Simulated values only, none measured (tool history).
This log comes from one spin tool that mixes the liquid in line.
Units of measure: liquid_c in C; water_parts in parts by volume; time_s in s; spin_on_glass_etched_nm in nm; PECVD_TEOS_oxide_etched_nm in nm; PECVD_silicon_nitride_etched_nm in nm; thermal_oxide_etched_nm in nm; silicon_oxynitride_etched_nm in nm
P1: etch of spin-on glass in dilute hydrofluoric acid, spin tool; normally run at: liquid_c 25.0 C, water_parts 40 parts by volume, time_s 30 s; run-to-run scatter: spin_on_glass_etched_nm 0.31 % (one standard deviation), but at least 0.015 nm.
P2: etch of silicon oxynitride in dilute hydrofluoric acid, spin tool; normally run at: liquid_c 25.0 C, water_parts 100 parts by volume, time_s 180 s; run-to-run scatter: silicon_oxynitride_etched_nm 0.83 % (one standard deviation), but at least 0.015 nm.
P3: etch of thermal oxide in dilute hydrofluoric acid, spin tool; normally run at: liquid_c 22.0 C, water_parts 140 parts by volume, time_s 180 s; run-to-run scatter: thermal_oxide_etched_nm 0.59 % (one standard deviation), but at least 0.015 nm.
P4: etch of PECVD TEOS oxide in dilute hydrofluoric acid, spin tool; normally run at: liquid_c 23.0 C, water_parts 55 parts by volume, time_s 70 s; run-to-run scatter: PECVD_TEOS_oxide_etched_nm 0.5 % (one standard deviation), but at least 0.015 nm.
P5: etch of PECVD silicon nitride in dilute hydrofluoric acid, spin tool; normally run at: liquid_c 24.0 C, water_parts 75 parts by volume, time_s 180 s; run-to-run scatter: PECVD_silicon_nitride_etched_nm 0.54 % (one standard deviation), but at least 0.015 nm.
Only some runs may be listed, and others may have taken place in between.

| run | day | process | liquid_c | water_parts | time_s | hours since the thermometer was replaced | hours since the hydrofluoric acid flow meter was replaced | spin_on_glass_etched_nm | PECVD_TEOS_oxide_etched_nm | PECVD_silicon_nitride_etched_nm | thermal_oxide_etched_nm | silicon_oxynitride_etched_nm |
|---|---|---|---|---|---|---|---|---|---|---|---|---|
| 1 | 0.321 | P1 | 25.0 | 40 | 30 | 1516.0 | 452.8 | 24.889 |  |  |  |  |
| 2 | 0.775 | P1 | 25.0 | 40 | 30 | 1526.9 | 463.7 | 24.840 |  |  |  |  |
| 3 | 1.121 | P4 | 29.5 | 55 | 70 | 1535.2 | 472.0 |  | 15.1080 |  |  |  |
| 4 | 1.612 | P5 | 24.0 | 75 | 340 | 1547.0 | 483.8 |  |  | 11.1930 |  |  |
| 5 | 2.004 | P1 | 25.0 | 40 | 50 | 1556.4 | 493.2 | 41.139 |  |  |  |  |
| 6 | 2.354 | P1 | 25.0 | 40 | 30 | 1564.8 | 501.6 | 24.926 |  |  |  |  |
| 7 | 2.850 | P5 | 32.0 | 75 | 180 | 1576.7 | 513.5 |  |  | 9.8310 |  |  |
| 8 | 3.158 | P5 | 24.0 | 75 | 180 | 1584.1 | 520.9 |  |  | 5.9052 |  |  |
| 9 | 3.712 | P1 | 19.0 | 40 | 50 | 1597.4 | 534.2 | 32.111 |  |  |  |  |
| 10 | 3.996 | P3 | 22.0 | 140 | 180 | 1604.2 | 541.0 |  |  |  | 5.5231 |  |
| 11 | 4.283 | P1 | 21.0 | 40 | 30 | 1611.1 | 547.9 | 21.037 |  |  |  |  |
| 12 | 4.633 | P5 | 24.0 | 75 | 180 | 1619.5 | 556.3 |  |  | 5.8922 |  |  |
| 13 | 5.017 | P1 | 25.0 | 40 | 30 | 1628.7 | 565.5 | 24.684 |  |  |  |  |
| 14 | 5.608 | P3 | 22.0 | 140 | 350 | 1642.9 | 579.7 |  |  |  | 10.6830 |  |
| 15 | 6.058 | P2 | 25.0 | 100 | 260 | 1653.7 | 590.5 |  |  |  |  | 4.1132 |
| 16 | 6.383 | P1 | 25.0 | 40 | 15 | 1661.5 | 598.3 | 12.367 |  |  |  |  |
| 17 | 6.829 | P1 | 25.0 | 40 | 30 | 1672.2 | 609.0 | 24.713 |  |  |  |  |
| 18 | 7.167 | P1 | 32.0 | 40 | 30 | 1680.3 | 617.1 | 32.782 |  |  |  |  |
| 19 | 7.633 | P2 | 25.0 | 45 | 180 | 1691.5 | 628.3 |  |  |  |  | 6.5785 |
| 20 | 7.938 | P4 | 23.0 | 20 | 70 | 1698.8 | 635.6 |  | 33.4400 |  |  |  |
| 21 | 8.238 | P1 | 18.5 | 20 | 30 | 1706.0 | 642.8 | 38.434 |  |  |  |  |
| 22 | 8.646 | P1 | 25.0 | 20 | 30 | 1715.8 | 652.6 | 50.983 |  |  |  |  |
| 23 | 9.150 | P5 | 24.0 | 125 | 180 | 1727.9 | 664.7 |  |  | 3.5322 |  |  |
| 24 | 9.629 | P1 | 25.0 | 40 | 30 | 1739.4 | 676.2 | 24.900 |  |  |  |  |
| 25 | 10.046 | P4 | 23.0 | 55 | 15 | 1749.4 | 686.2 |  | 2.5218 |  |  |  |
| 26 | 10.621 | P3 | 17.0 | 140 | 180 | 1763.2 | 700.0 |  |  |  | 4.5409 |  |
| 27 | 10.933 | P2 | 19.5 | 100 | 180 | 1770.7 | 707.5 |  |  |  |  | 2.2081 |
| 28 | 11.388 | P2 | 25.0 | 100 | 180 | 1781.6 | 718.4 |  |  |  |  | 2.7877 |
| 29 | 11.904 | P3 | 22.0 | 35 | 180 | 1794.0 | 730.8 |  |  |  | 25.0410 |  |
| 30 | 12.492 | P1 | 29.0 | 20 | 30 | 1808.1 | 744.9 | 60.319 |  |  |  |  |

What will run 31 give?
| 31 | 12.917 | P1 | 25.0 | 65 | 30 | 1818.3 | 755.1 | ? |  |  |  |  |

Run 31 measured spin_on_glass_etched_nm 14.758 nm.
